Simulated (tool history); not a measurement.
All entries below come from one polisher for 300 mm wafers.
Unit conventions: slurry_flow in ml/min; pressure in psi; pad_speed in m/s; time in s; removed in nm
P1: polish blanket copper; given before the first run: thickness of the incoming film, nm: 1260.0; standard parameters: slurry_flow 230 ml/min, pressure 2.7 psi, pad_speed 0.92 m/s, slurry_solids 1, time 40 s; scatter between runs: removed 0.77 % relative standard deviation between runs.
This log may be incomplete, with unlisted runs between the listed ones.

run,hour,slurry_flow,pressure,pad_speed,slurry_solids,time,wafers polished on this pad,hours since the slurry nozzle was cleaned,hours since the head pressure was calibrated,hours since the slurry blender was calibrated,removed
1,4.8,230,2.7,0.92,1,40,636,547.7,397.7,334.2,81.082
2,10.1,230,4,0.92,1,40,712,553,403,339.5,119.44
3,16.6,340,2.7,0.92,1,40,805,559.5,409.5,346,83.681
4,21.8,230,2.7,0.92,1,58,879,564.7,414.7,351.2,118.11
5,28.4,230,2.7,0.92,1,40,973,571.3,421.3,357.8,79.953
6,35.6,230,2.7,0.92,1,40,1076,578.5,428.5,365,81.368
7,39.8,230,2.7,0.92,1.25,40,1135,582.7,432.7,369.2,85.962
8,46.7,230,2.7,0.92,1,40,1234,589.6,439.6,376.1,81.226
9,52.1,140,2.7,0.92,1,40,1311,595,445,381.5,75.881
10,58.4,230,2,0.92,1,40,1401,601.3,451.3,387.8,60.454
11,61.7,230,2.7,0.6,1,40,1448,604.6,454.6,391.1,52.776
12,68,230,2.7,0.92,1,40,1538,610.9,460.9,397.4,81.066
13,74.1,230,2,0.92,1.2,40,1625,617,467,403.5,62.163
# hour 75.7: worn pad replaced by a new one
14,77.3,230,2.7,0.92,1,40,24,620.2,470.2,406.7,81.004
15,80.6,230,2.7,1.36,1,40,71,623.5,473.5,410,118.74
16,87.7,230,2.7,0.92,1,28,172,630.6,480.6,417.1,56.213
17,93.1,325,2.7,0.66,1,40,249,636,486,422.5,60.031
18,99.2,230,2.7,0.92,0.6,40,336,642.1,492.1,428.6,73.124
19,105.1,230,2.7,0.92,1,40,420,648,498,434.5,80.612
20,112,230,2.7,0.92,1,40,519,654.9,504.9,441.4,79.52
21,117.9,230,2.7,0.92,1,40,603,660.8,510.8,447.3,77.911
22,122.8,230,2.7,0.92,1,40,673,665.7,515.7,452.2,77.991
23,128.6,230,2.7,0.92,1,40,755,671.5,521.5,458,78.342
24,133.4,230,2.7,0.92,1,40,824,676.3,526.3,462.8,77.088
# hour 135.9: worn pad replaced by a new one
# hour 137: slurry blender recalibrated
25,139.5,230,2.7,0.92,1,40,52,682.4,532.4,2.5,75.304
26,144.3,230,2.7,0.92,1,40,120,687.2,537.2,7.3,76.688
27,150.1,230,2.7,0.92,1,40,203,693,543,13.1,75.457
28,153.6,230,2.7,0.92,1,40,253,696.5,546.5,16.6,76.622
29,157.5,230,2.7,0.92,1,40,309,700.4,550.4,20.5,75.248

Compared with where it was, what P1 gives has crept away. Each cause listed below fits the log as well as the rest, at the size given for it:
A: slurry flow missing at the pad, % = 33.2
B: head's pressure below its setpoint, % = 5.57
The creep began at about hour 105.1.
Other possible causes, and why each is ruled out:
removal rate lost through wear of the pad, %: serviced at hour 135.9, after the drift had started, without restoring the earlier output
abrasive missing from the slurry, %: serviced at hour 137, after the drift had started, without restoring the earlier output

Below are 4 check runs, each averaged over 5 wafers, with their results shown as question marks. Which of them would give clearly different results depending on which cause is behind the drift?
check 1,161.4,230,2.7,0.66,1,40,,,,,?
check 2,161.4,230,3.4,0.92,1,40,,,,,?
check 3,161.4,150,2.7,0.92,1,40,,,,,?
check 4,161.4,230,3.8,1.3,1,40,,,,,?

What every check run would give for each of its results, assuming each possible cause in turn:
check,result,if A,if B
check 1,removed,54.831,54.828
check 2,removed,96.247,96.242
check 3,removed,69.925,71.877
check 4,removed,152,151.99
Minimum pairwise separation of causes per check, each pair taken at its best-separating result: check 1 0.01 %; check 2 0.01 %; check 3 2.75 %; check 4 0.01 %
The other checks would show nearly matching results whichever cause is true, so check 3 is the only one that separates the causes.

Check 3 was then run and gave: removed 71.799 nm. Which cause is it?

B is the cause: head's pressure below its setpoint, %.
